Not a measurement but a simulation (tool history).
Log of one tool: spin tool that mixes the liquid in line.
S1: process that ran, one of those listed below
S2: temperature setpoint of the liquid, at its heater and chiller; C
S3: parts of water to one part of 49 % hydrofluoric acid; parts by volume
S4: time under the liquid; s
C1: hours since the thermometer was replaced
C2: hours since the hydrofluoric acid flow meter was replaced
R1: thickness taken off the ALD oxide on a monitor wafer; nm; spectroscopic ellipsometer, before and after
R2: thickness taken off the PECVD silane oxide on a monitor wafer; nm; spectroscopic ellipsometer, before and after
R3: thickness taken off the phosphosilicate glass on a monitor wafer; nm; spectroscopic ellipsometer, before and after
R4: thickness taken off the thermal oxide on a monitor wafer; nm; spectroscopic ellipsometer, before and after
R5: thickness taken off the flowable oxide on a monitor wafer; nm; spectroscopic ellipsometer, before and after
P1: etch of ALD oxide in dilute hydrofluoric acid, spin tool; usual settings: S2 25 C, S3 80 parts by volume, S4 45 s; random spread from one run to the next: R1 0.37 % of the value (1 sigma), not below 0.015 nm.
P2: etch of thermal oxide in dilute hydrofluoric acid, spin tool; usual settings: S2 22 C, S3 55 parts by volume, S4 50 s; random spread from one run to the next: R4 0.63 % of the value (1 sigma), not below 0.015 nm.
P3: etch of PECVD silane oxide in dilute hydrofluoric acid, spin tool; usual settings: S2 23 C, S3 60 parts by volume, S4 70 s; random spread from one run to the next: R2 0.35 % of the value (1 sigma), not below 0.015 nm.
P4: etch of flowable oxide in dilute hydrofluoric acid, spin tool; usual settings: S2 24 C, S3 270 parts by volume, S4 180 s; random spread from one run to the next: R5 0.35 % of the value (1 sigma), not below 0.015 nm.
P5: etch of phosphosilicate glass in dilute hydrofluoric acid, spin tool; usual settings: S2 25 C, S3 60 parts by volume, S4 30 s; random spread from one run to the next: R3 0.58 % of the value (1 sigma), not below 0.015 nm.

run,hour,S1,S2,S3,S4,C1,C2,R1,R2,R3,R4,R5
1,8.7,P1,25,80,45,616,381.5,5.8314,,,,
2,17.2,P3,23,60,70,624.5,390,,39.697,,,
3,31.6,P1,29.5,80,45,638.9,404.4,6.9804,,,,
4,38.8,P5,25,60,15,646.1,411.6,,,48.544,,
5,49.1,P2,18,55,50,656.4,421.9,,,,3.6528,
6,57.1,P4,32,270,180,664.4,429.9,,,,,41.443
7,71.3,P4,24,125,180,678.6,444.1,,,,,79.643
8,80.9,P1,31,30,45,688.2,453.7,21.309,,,,
9,87.5,P3,23,85,70,694.8,460.3,,27.037,,,
10,94.7,P4,24,270,180,702,467.5,,,,,31.781
11,107.6,P1,25,80,45,714.9,480.4,5.8481,,,,
12,121.2,P5,32.5,60,30,728.5,494,,,131.49,,
13,133,P1,25,140,45,740.3,505.8,3.1077,,,,
14,141.3,P1,25,80,45,748.6,514.1,5.8315,,,,
15,148.7,P1,25,20,45,756,521.5,25.428,,,,
16,162.5,P1,30.5,130,45,769.8,535.3,4.1772,,,,
17,175.7,P3,30.5,60,70,783,548.5,,53.008,,,
18,189.8,P2,22,55,50,797.1,562.6,,,,4.2728,
19,202.7,P1,25,80,85,810,575.5,11.051,,,,
20,212.1,P5,25,20,30,819.4,584.9,,,309.14,,
21,219.3,P3,23,60,20,826.6,592.1,,11.283,,,
22,231.3,P1,19.5,80,45,838.6,604.1,4.6674,,,,
23,239.3,P4,24,270,320,846.6,612.1,,,,,56.443
24,249.9,P1,25,80,45,857.2,622.7,5.842,,,,
25,257.7,P1,25,80,45,865,630.5,5.8565,,,,
26,269,P1,25,80,15,876.3,641.8,1.9795,,,,
27,283.8,P5,25,60,30,891.1,656.6,,,98.569,,

Expected results for the next run?
28,295.9,P1,21.5,80,15,903.2,668.7,?,,,,

Run 28 yielded R1 1.6595 nm.
